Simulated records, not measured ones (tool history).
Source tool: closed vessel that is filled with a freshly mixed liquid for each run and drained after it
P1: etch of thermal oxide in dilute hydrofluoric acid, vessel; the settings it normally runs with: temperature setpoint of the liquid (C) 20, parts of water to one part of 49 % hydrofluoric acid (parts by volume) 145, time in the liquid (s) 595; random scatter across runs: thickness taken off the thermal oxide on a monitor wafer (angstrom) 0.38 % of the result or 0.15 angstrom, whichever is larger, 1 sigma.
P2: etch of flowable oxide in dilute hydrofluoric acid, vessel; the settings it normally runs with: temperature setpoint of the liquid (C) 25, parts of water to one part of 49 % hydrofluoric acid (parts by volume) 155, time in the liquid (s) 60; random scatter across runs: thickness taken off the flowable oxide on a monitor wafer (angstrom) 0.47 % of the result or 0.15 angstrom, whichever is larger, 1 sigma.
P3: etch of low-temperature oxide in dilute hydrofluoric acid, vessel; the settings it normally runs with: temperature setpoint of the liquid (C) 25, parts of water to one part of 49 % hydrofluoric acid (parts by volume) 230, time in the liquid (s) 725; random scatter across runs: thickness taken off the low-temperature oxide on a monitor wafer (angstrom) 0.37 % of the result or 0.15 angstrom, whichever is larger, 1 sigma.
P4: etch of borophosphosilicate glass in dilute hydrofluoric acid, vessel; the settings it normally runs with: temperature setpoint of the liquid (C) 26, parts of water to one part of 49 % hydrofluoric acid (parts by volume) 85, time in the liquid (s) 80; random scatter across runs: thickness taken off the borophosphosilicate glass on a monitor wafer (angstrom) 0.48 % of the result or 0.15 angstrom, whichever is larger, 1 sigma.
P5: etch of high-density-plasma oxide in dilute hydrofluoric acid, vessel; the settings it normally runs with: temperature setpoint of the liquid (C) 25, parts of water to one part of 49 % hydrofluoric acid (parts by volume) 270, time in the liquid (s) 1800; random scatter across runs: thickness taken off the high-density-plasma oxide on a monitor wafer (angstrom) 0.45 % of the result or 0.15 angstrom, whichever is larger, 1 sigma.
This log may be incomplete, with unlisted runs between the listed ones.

run	hour	process that ran	temperature setpoint of the liquid (C)	parts of water to one part of 49 % hydrofluoric acid (parts by volume)	time in the liquid (s)	hours since the thermometer was replaced	hours since the hydrofluoric acid flow meter was replaced	thickness taken off the thermal oxide on a monitor wafer (angstrom)	thickness taken off the high-density-plasma oxide on a monitor wafer (angstrom)	thickness taken off the flowable oxide on a monitor wafer (angstrom)	thickness taken off the borophosphosilicate glass on a monitor wafer (angstrom)	thickness taken off the low-temperature oxide on a monitor wafer (angstrom)
1	3	P1	20	145	595	1392.7	1106.3	158.48				
2	9.2	P5	25	270	145	1398.9	1112.5		35.997			
3	13.2	P1	20	145	880	1402.9	1116.5	234.71				
4	19.3	P1	20	145	595	1409	1122.6	157.87				
5	24.1	P2	25	155	60	1413.8	1127.4			255.13		
6	30.3	P1	20	145	595	1420	1133.6	157.93				
7	36.7	P1	20	145	595	1426.4	1140	158.52				
8	43.2	P1	20	145	595	1432.9	1146.5	158.24				
9	47.6	P4	26	85	80	1437.3	1150.9				322.88	
10	51.9	P3	25	230	1400	1441.6	1155.2					982.38
11	56	P4	26	150	80	1445.7	1159.3				168.81	
12	62	P4	26	85	150	1451.7	1165.3				600.3	
13	67.5	P2	25	155	60	1457.2	1170.8			254.57		
14	73.7	P5	32	270	1800	1463.4	1177		566.33			
# hour 78.1: hydrofluoric acid flow meter replaced
15	80.1	P5	25	270	1800	1469.8	2.1		450.4			
16	84.9	P1	20	145	595	1474.6	6.9	159.52				
17	87.9	P1	20	145	595	1477.6	9.9	158.68				
18	91	P1	20	145	30	1480.7	13	7.7927				
19	97.4	P5	25	440	1800	1487.1	19.4		232.94			
20	103	P3	25	230	725	1492.7	25					509.62
21	106.2	P2	25	240	60	1495.9	28.2			150.3		
22	109.8	P2	17	155	60	1499.5	31.8			186.16		
23	112.7	P3	31	230	725	1502.4	34.7					633.16
24	118	P1	20	205	595	1507.7	40	105.09				
25	123.2	P1	17	145	595	1512.9	45.2	139.62				
26	126.8	P4	34	85	80	1516.5	48.8				433.31	
27	130.9	P1	17	145	165	1520.6	52.9	39.254				
28	137.2	P1	26	145	595	1526.9	59.2	199.45				
29	142.3	P3	25	230	725	1532	64.3					507.6
30	148.6	P1	20	70	595	1538.3	70.6	356.93				
31	153.8	P1	17	195	595	1543.5	75.8	98.951				
32	157.9	P3	25	35	725	1547.6	79.9					4232.8
33	162.6	P2	25	155	30	1552.3	84.6			127.75		
34	168	P1	20	145	595	1557.7	90	157.76				
35	172.3	P1	20	145	595	1562	94.3	163.84				
36	175.1	P1	20	145	595	1564.8	97.1	166.93				
37	180.2	P1	20	145	595	1569.9	102.2	171.74				

Run 38 has not been measured yet. What should we expect?
38	184.8	P1	20	145	595	1574.5	106.8	?				

Run 38 gave thickness taken off the thermal oxide on a monitor wafer (angstrom) 171.4.
